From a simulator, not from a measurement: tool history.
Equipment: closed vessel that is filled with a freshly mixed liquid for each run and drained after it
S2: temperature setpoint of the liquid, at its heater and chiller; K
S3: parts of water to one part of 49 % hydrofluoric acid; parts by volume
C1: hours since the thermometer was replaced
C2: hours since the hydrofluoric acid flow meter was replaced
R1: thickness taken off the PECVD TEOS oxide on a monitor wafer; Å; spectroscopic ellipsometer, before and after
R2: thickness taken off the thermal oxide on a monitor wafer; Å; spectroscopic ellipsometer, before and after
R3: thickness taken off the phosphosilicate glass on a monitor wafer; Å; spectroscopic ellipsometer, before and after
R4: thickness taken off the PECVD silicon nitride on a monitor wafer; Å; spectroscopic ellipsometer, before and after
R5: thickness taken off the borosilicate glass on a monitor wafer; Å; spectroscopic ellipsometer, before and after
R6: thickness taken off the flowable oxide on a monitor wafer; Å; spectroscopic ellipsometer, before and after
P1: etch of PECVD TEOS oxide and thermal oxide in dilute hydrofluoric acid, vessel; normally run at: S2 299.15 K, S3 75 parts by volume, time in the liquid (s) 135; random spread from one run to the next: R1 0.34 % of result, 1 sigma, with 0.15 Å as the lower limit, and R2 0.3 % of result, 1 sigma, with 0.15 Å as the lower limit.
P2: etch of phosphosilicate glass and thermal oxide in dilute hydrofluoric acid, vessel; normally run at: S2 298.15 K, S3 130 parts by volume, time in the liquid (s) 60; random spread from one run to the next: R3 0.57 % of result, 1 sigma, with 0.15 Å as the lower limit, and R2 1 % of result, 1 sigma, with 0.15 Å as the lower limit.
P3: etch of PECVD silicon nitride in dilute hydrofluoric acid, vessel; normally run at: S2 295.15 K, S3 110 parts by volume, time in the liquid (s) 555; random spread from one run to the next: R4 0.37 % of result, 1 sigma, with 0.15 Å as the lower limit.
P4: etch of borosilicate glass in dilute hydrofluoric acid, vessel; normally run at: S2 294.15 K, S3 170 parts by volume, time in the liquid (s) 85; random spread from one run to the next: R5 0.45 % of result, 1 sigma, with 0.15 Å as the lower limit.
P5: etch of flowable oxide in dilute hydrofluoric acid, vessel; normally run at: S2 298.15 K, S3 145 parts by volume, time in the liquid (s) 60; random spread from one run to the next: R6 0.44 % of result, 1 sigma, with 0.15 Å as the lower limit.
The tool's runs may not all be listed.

{"run": 1, "hour": 11.2, "process that ran": "P1", "S2": 299.15, "S3": 75, "time in the liquid (s)": 135, "C1": 1032.8, "C2": 398.0, "R1": 327.15, "R2": 103.64}
{"run": 2, "hour": 21.8, "process that ran": "P1", "S2": 299.15, "S3": 75, "time in the liquid (s)": 135, "C1": 1043.4, "C2": 408.6, "R1": 326.56, "R2": 103.83}
{"run": 3, "hour": 31.2, "process that ran": "P2", "S2": 298.15, "S3": 130, "time in the liquid (s)": 60, "C1": 1052.8, "C2": 418.0, "R2": 21.292, "R3": 287.5}
{"run": 4, "hour": 40.0, "process that ran": "P3", "S2": 295.15, "S3": 55, "time in the liquid (s)": 555, "C1": 1061.6, "C2": 426.8, "R4": 402.11}
{"run": 5, "hour": 49.7, "process that ran": "P2", "S2": 305.15, "S3": 130, "time in the liquid (s)": 60, "C1": 1071.3, "C2": 436.5, "R2": 28.041, "R3": 368.45}
{"run": 6, "hour": 57.8, "process that ran": "P1", "S2": 295.15, "S3": 75, "time in the liquid (s)": 135, "C1": 1079.4, "C2": 444.6, "R1": 279.15, "R2": 87.733}
{"run": 7, "hour": 64.6, "process that ran": "P4", "S2": 294.15, "S3": 170, "time in the liquid (s)": 85, "C1": 1086.2, "C2": 451.4, "R5": 125.9}
{"run": 8, "hour": 71.0, "process that ran": "P5", "S2": 298.15, "S3": 210, "time in the liquid (s)": 60, "C1": 1092.6, "C2": 457.8, "R6": 114.12}
{"run": 9, "hour": 77.8, "process that ran": "P1", "S2": 299.15, "S3": 75, "time in the liquid (s)": 30, "C1": 1099.4, "C2": 464.6, "R1": 72.835, "R2": 23.109}
{"run": 10, "hour": 84.8, "process that ran": "P1", "S2": 304.65, "S3": 75, "time in the liquid (s)": 135, "C1": 1106.4, "C2": 471.6, "R1": 407.58, "R2": 127.6}
{"run": 11, "hour": 90.9, "process that ran": "P5", "S2": 298.15, "S3": 145, "time in the liquid (s)": 60, "C1": 1112.5, "C2": 477.7, "R6": 178.04}
{"run": 12, "hour": 102.3, "process that ran": "P4", "S2": 294.15, "S3": 170, "time in the liquid (s)": 40, "C1": 1123.9, "C2": 489.1, "R5": 59.448}
{"run": 13, "hour": 111.5, "process that ran": "P2", "S2": 298.15, "S3": 130, "time in the liquid (s)": 60, "C1": 1133.1, "C2": 498.3, "R2": 21.249, "R3": 284.14}
{"run": 14, "hour": 123.5, "process that ran": "P4", "S2": 294.15, "S3": 170, "time in the liquid (s)": 85, "C1": 1145.1, "C2": 510.3, "R5": 126.2}
{"run": 15, "hour": 133.8, "process that ran": "P2", "S2": 298.15, "S3": 130, "time in the liquid (s)": 100, "C1": 1155.4, "C2": 520.6, "R2": 35.67, "R3": 472.77}
{"run": 16, "hour": 140.0, "process that ran": "P1", "S2": 299.15, "S3": 75, "time in the liquid (s)": 135, "C1": 1161.6, "C2": 526.8, "R1": 328.89, "R2": 103.87}
{"run": 17, "hour": 145.5, "process that ran": "P5", "S2": 302.15, "S3": 145, "time in the liquid (s)": 60, "C1": 1167.1, "C2": 532.3, "R6": 207.7}
{"run": 18, "hour": 155.8, "process that ran": "P1", "S2": 299.15, "S3": 75, "time in the liquid (s)": 135, "C1": 1177.4, "C2": 542.6, "R1": 329.75, "R2": 103.72}
{"run": 19, "hour": 166.8, "process that ran": "P3", "S2": 295.15, "S3": 110, "time in the liquid (s)": 555, "C1": 1188.4, "C2": 553.6, "R4": 203.44}
{"run": 20, "hour": 175.9, "process that ran": "P1", "S2": 299.15, "S3": 75, "time in the liquid (s)": 135, "C1": 1197.5, "C2": 562.7, "R1": 327.2, "R2": 103.46}
{"run": 21, "hour": 186.4, "process that ran": "P1", "S2": 299.15, "S3": 75, "time in the liquid (s)": 205, "C1": 1208.0, "C2": 573.2, "R1": 495.7, "R2": 157.05}
{"run": 22, "hour": 193.7, "process that ran": "P4", "S2": 299.15, "S3": 170, "time in the liquid (s)": 85, "C1": 1215.3, "C2": 580.5, "R5": 152.45}
{"run": 23, "hour": 200.0, "process that ran": "P1", "S2": 291.15, "S3": 110, "time in the liquid (s)": 135, "C1": 1221.6, "C2": 586.8, "R1": 156.55, "R2": 49.004}
{"run": 24, "hour": 209.4, "process that ran": "P5", "S2": 298.15, "S3": 145, "time in the liquid (s)": 35, "C1": 1231.0, "C2": 596.2, "R6": 103.94}
{"run": 25, "hour": 218.9, "process that ran": "P1", "S2": 299.15, "S3": 20, "time in the liquid (s)": 135, "C1": 1240.5, "C2": 605.7, "R1": 1320.3, "R2": 419.03}
{"run": 26, "hour": 227.1, "process that ran": "P2", "S2": 298.15, "S3": 85, "time in the liquid (s)": 60, "C1": 1248.7, "C2": 613.9, "R2": 34.587, "R3": 462.8}
{"run": 27, "hour": 234.1, "process that ran": "P3", "S2": 290.15, "S3": 110, "time in the liquid (s)": 555, "C1": 1255.7, "C2": 620.9, "R4": 145.2}
{"run": 28, "hour": 242.1, "process that ran": "P1", "S2": 299.15, "S3": 75, "time in the liquid (s)": 135, "C1": 1263.7, "C2": 628.9, "R1": 328.99, "R2": 103.71}
{"run": 29, "hour": 250.5, "process that ran": "P1", "S2": 299.15, "S3": 135, "time in the liquid (s)": 135, "C1": 1272.1, "C2": 637.3, "R1": 168.84, "R2": 53.522}
{"run": 30, "hour": 261.5, "process that ran": "P3", "S2": 295.15, "S3": 110, "time in the liquid (s)": 115, "C1": 1283.1, "C2": 648.3, "R4": 42.482}
{"run": 31, "hour": 268.7, "process that ran": "P4", "S2": 294.15, "S3": 45, "time in the liquid (s)": 85, "C1": 1290.3, "C2": 655.5, "R5": 551.67}
{"run": 32, "hour": 280.5, "process that ran": "P1", "S2": 299.15, "S3": 75, "time in the liquid (s)": 135, "C1": 1302.1, "C2": 667.3, "R1": 327.31, "R2": 103.81}
{"run": 33, "hour": 287.5, "process that ran": "P1", "S2": 299.15, "S3": 75, "time in the liquid (s)": 135, "C1": 1309.1, "C2": 674.3, "R1": 337.75, "R2": 105.16}
{"run": 34, "hour": 299.1, "process that ran": "P1", "S2": 299.15, "S3": 75, "time in the liquid (s)": 135, "C1": 1320.7, "C2": 685.9, "R1": 343.92, "R2": 108.99}
{"run": 35, "hour": 306.5, "process that ran": "P1", "S2": 299.15, "S3": 75, "time in the liquid (s)": 135, "C1": 1328.1, "C2": 693.3, "R1": 349.92, "R2": 109.39}
{"run": 36, "hour": 317.4, "process that ran": "P1", "S2": 299.15, "S3": 75, "time in the liquid (s)": 135, "C1": 1339.0, "C2": 704.2, "R1": 348.61, "R2": 111.31}
{"run": 37, "hour": 326.9, "process that ran": "P1", "S2": 299.15, "S3": 75, "time in the liquid (s)": 135, "C1": 1348.5, "C2": 713.7, "R1": 352.04, "R2": 111.7}
{"run": 38, "hour": 337.0, "process that ran": "P1", "S2": 299.15, "S3": 75, "time in the liquid (s)": 135, "C1": 1358.6, "C2": 723.8, "R1": 354.43, "R2": 111.62}
{"run": 39, "hour": 348.5, "process that ran": "P1", "S2": 299.15, "S3": 75, "time in the liquid (s)": 135, "C1": 1370.1, "C2": 735.3, "R1": 353.56, "R2": 111.82}
{"run": 40, "hour": 359.3, "process that ran": "P1", "S2": 299.15, "S3": 75, "time in the liquid (s)": 135, "C1": 1380.9, "C2": 746.1, "R1": 354.86, "R2": 111.51}
{"run": 41, "hour": 369.5, "process that ran": "P1", "S2": 299.15, "S3": 75, "time in the liquid (s)": 135, "C1": 1391.1, "C2": 756.3, "R1": 354.42, "R2": 111.35}

What P1 gives has crept away from where it was. These 2 causes fit the log equally well, each at the size given:
A: liquid hotter than its thermometer reads (K) = 1.96
B: hydrofluoric acid flow above the setpoint (%) = 7.27
The drift started at roughly hour 280.5.

Each of the 4 check runs below uses one wafer; its results are left as question marks. Which run tells the causes apart?
{"run": "check 1", "hour": 379.7, "process that ran": "P4", "S2": 294.15, "S3": 170, "time in the liquid (s)": 85, "R5": "?"}
{"run": "check 2", "hour": 379.7, "process that ran": "P2", "S2": 298.15, "S3": 130, "time in the liquid (s)": 60, "R2": "?", "R3": "?"}
{"run": "check 3", "hour": 379.7, "process that ran": "P3", "S2": 295.15, "S3": 110, "time in the liquid (s)": 555, "R4": "?"}
{"run": "check 4", "hour": 379.7, "process that ran": "P5", "S2": 298.15, "S3": 145, "time in the liquid (s)": 60, "R6": "?"}

What each check would give under each cause:
check=check_1 result=R5 if_A=136.170 if_B=137.090
check=check_2 result=R2 if_A=23.017 if_B=23.163
check=check_2 result=R3 if_A=307.34 if_B=309.29
check=check_3 result=R4 if_A=232.210 if_B=218.520
check=check_4 result=R6 if_A=192.10 if_B=193.67
Distance between the nearest two causes, measured in the result of the check that separates them most: check 1 0.67 %; check 2 0.63 %; check 3 6.08 %; check 4 0.81 %
Only in check 3 would the causes give clearly different results; in the remaining checks their results would be nearly the same.

With check 3 done, the readings were: R4 219.610 Å. Identify which of the listed causes applies.

It is B: hydrofluoric acid flow above the setpoint (%).

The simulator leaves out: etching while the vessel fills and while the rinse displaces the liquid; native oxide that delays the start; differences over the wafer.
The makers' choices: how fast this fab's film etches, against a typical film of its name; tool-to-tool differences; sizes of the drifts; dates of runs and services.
